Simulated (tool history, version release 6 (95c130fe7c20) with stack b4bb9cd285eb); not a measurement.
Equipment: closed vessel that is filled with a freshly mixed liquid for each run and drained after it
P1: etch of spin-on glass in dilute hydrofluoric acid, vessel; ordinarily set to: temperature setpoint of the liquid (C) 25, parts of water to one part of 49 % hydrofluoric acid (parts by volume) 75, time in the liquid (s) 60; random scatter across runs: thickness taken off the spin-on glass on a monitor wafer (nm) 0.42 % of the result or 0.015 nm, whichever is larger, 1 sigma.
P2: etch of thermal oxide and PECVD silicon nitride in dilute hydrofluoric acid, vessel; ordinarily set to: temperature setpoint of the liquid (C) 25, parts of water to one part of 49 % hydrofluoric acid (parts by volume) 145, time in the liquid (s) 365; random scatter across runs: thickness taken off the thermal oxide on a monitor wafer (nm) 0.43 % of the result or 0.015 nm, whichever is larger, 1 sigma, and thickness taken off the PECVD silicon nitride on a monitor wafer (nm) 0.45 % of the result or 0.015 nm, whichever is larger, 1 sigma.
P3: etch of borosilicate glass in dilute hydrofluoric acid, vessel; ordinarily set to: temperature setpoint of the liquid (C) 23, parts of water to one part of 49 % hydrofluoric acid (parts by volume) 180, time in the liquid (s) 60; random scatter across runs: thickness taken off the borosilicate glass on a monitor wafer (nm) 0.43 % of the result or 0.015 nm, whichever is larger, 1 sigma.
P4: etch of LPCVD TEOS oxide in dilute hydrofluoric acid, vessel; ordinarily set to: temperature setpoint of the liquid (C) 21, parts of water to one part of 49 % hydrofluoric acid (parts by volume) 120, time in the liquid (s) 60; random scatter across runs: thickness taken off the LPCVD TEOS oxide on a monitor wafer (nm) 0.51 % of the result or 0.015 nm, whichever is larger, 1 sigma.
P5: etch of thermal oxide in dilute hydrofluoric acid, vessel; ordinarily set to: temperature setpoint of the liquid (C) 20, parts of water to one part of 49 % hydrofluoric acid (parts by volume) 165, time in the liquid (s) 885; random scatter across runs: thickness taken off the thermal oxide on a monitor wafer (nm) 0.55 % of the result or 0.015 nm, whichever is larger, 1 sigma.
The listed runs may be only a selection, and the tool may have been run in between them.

run	hour	process that ran	temperature setpoint of the liquid (C)	parts of water to one part of 49 % hydrofluoric acid (parts by volume)	time in the liquid (s)	hours since the thermometer was replaced	hours since the hydrofluoric acid flow meter was replaced	thickness taken off the spin-on glass on a monitor wafer (nm)	thickness taken off the thermal oxide on a monitor wafer (nm)	thickness taken off the PECVD silicon nitride on a monitor wafer (nm)	thickness taken off the LPCVD TEOS oxide on a monitor wafer (nm)	thickness taken off the borosilicate glass on a monitor wafer (nm)
1	13.2	P1	25	75	60	713.1	308.2	29.433				
2	22.1	P1	20.5	75	60	722	317.1	24.219				
3	35.1	P1	31	75	60	735	330.1	36.976				
4	49.1	P2	25	145	365	749	344.1		11.386	7.4223		
5	58.2	P2	25	240	365	758.1	353.2		6.2465	4.4878		
6	71.6	P1	25	110	60	771.5	366.6	19.238				
7	82.8	P1	25	75	60	782.7	377.8	29.288				
8	93.7	P4	21	25	60	793.6	388.7				43.516	
9	105.9	P4	21	120	60	805.8	400.9				8.1365	
10	120.2	P5	20	290	885	820.1	415.2		9.9242			
11	127.9	P4	21	120	90	827.8	422.9				12.21	
12	137.6	P2	25	145	630	837.5	432.6		19.655	12.771		
13	149.7	P2	25	145	365	849.6	444.7		11.381	7.3773		
14	164.1	P5	20	165	1605	864	459.1		35.697			
15	179.3	P2	21	145	365	879.2	474.3		9.8719	5.7504		
16	191.3	P1	28	75	30	891.2	486.3	16.511				
17	202.3	P1	25	75	60	902.2	497.3	29.241				
18	210.3	P1	25	75	60	910.2	505.3	29.101				
19	221.7	P1	25	75	60	921.6	516.7	29.471				
20	232.8	P1	25	35	60	932.7	527.8	66.15				
21	241.5	P3	23	255	60	941.4	536.5					7.1085
22	253.2	P4	17	120	60	953.1	548.2				6.7889	
23	266.8	P3	23	180	30	966.7	561.8					5.4989
24	282.7	P3	18	180	60	982.6	577.7					9.0218
# hour 294.3: hydrofluoric acid flow meter replaced
25	296.9	P1	25	75	115	996.8	2.7	56.355				
26	305.2	P1	25	75	30	1005.1	11	14.562				
27	316.1	P5	28.5	165	885	1016	21.9		27.193			
28	325.1	P5	20	165	885	1025	30.9		19.577			
29	338.9	P1	22	35	60	1038.8	44.7	58.601				
30	346.8	P3	23	180	60	1046.7	52.6					10.943
31	359	P1	25	75	60	1058.9	64.8	29.435				
32	371.5	P1	25	75	60	1071.4	77.3	28.505				
33	380.5	P1	25	75	60	1080.4	86.3	27.94				
34	390.8	P1	25	75	60	1090.7	96.6	27.675				
35	398.9	P1	25	75	60	1098.8	104.7	27.898				
36	409.2	P1	25	75	60	1109.1	115	27.448				
37	422.9	P1	25	75	60	1122.8	128.7	27.422				
38	438.9	P1	25	75	60	1138.8	144.7	27.17				
39	453.9	P1	25	75	60	1153.8	159.7	27.34				
40	468.9	P1	25	75	60	1168.8	174.7	27.36				

P1 no longer gives what it gave before; its output has crept away from where it was. The following 2 causes, each at its listed size, fit the log equally well:
A: liquid colder than its thermometer reads (K) = 1.95
B: hydrofluoric acid flow below the setpoint (%) = 6.88
The gradual shift began around hour 359.

Which of the 4 check runs listed below separates the causes, so that each cause would produce a clearly different result? Each run uses one wafer, and its results are marked with question marks.
check 1	483.9	P2	25	145	365				?	?		
check 2	483.9	P5	20	165	885				?			
check 3	483.9	P4	21	120	60						?	
check 4	483.9	P3	23	180	60							?

If the cause were each of the candidates in turn, the checks would give the following:
check	result	if A	if B
check 1	thickness taken off the thermal oxide on a monitor wafer (nm)	10.633	10.538
check 1	thickness taken off the PECVD silicon nitride on a monitor wafer (nm)	6.5386	6.91
check 2	thickness taken off the thermal oxide on a monitor wafer (nm)	18.18	18.072
check 3	thickness taken off the LPCVD TEOS oxide on a monitor wafer (nm)	7.4511	7.4358
check 4	thickness taken off the borosilicate glass on a monitor wafer (nm)	10.185	10.075
Distance between the nearest two causes, measured in the result of the check that separates them most: check 1 5.52 %; check 2 0.6 %; check 3 0.2 %; check 4 1.09 %
Only check 1 tells the causes apart: in the others they would give nearly the same result.

After running check 1, the following was obtained: thickness taken off the thermal oxide on a monitor wafer (nm) 10.552; thickness taken off the PECVD silicon nitride on a monitor wafer (nm) 6.5765. Which cause does this point to?

Of the candidate causes, it is A: liquid colder than its thermometer reads (K).

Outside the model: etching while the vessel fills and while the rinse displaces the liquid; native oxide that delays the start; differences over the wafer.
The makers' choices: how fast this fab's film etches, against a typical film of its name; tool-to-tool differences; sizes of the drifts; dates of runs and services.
